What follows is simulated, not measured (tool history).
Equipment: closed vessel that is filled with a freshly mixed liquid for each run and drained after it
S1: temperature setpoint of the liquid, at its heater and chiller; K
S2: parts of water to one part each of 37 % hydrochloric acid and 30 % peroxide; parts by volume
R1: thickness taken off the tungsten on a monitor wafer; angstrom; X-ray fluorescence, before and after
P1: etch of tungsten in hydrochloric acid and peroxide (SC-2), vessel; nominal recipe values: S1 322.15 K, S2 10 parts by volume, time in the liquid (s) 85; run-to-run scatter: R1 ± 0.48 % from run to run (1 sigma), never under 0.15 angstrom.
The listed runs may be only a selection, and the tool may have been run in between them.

Run 1, day 0.154: S1 322.15 K, S2 10 parts by volume, time in the liquid (s) 85. Result: R1 259.110 angstrom.
Run 2, day 0.442: S1 322.15 K, S2 10 parts by volume, time in the liquid (s) 85. Result: R1 258.240 angstrom.
Run 3, day 0.612: S1 312.65 K, S2 10 parts by volume, time in the liquid (s) 85. Result: R1 135.590 angstrom.
Run 4, day 0.850: S1 322.15 K, S2 10 parts by volume, time in the liquid (s) 85. Result: R1 260.120 angstrom.
Run 5, day 1.050: S1 322.15 K, S2 10 parts by volume, time in the liquid (s) 85. Result: R1 260.060 angstrom.
Run 6, day 1.204: S1 322.15 K, S2 10 parts by volume, time in the liquid (s) 30. Result: R1 91.856 angstrom.
Run 7, day 1.417: S1 322.15 K, S2 4 parts by volume, time in the liquid (s) 85. Result: R1 525.390 angstrom.
Run 8, day 1.746: S1 322.15 K, S2 10 parts by volume, time in the liquid (s) 135. Result: R1 414.040 angstrom.
Run 9, day 2.025: S1 322.15 K, S2 18 parts by volume, time in the liquid (s) 85. Result: R1 157.200 angstrom.
Run 10, day 2.225: S1 322.15 K, S2 10 parts by volume, time in the liquid (s) 85. Result: R1 259.610 angstrom.
Run 11, day 2.567: S1 336.65 K, S2 10 parts by volume, time in the liquid (s) 85. Result: R1 665.510 angstrom.

Run 12, settings as shown, results not yet in. Your forecast:
Run 12, day 2.908: S1 322.15 K, S2 16 parts by volume, time in the liquid (s) 145. Result: R1 ?.

Run 12 measured R1 298.150 angstrom.
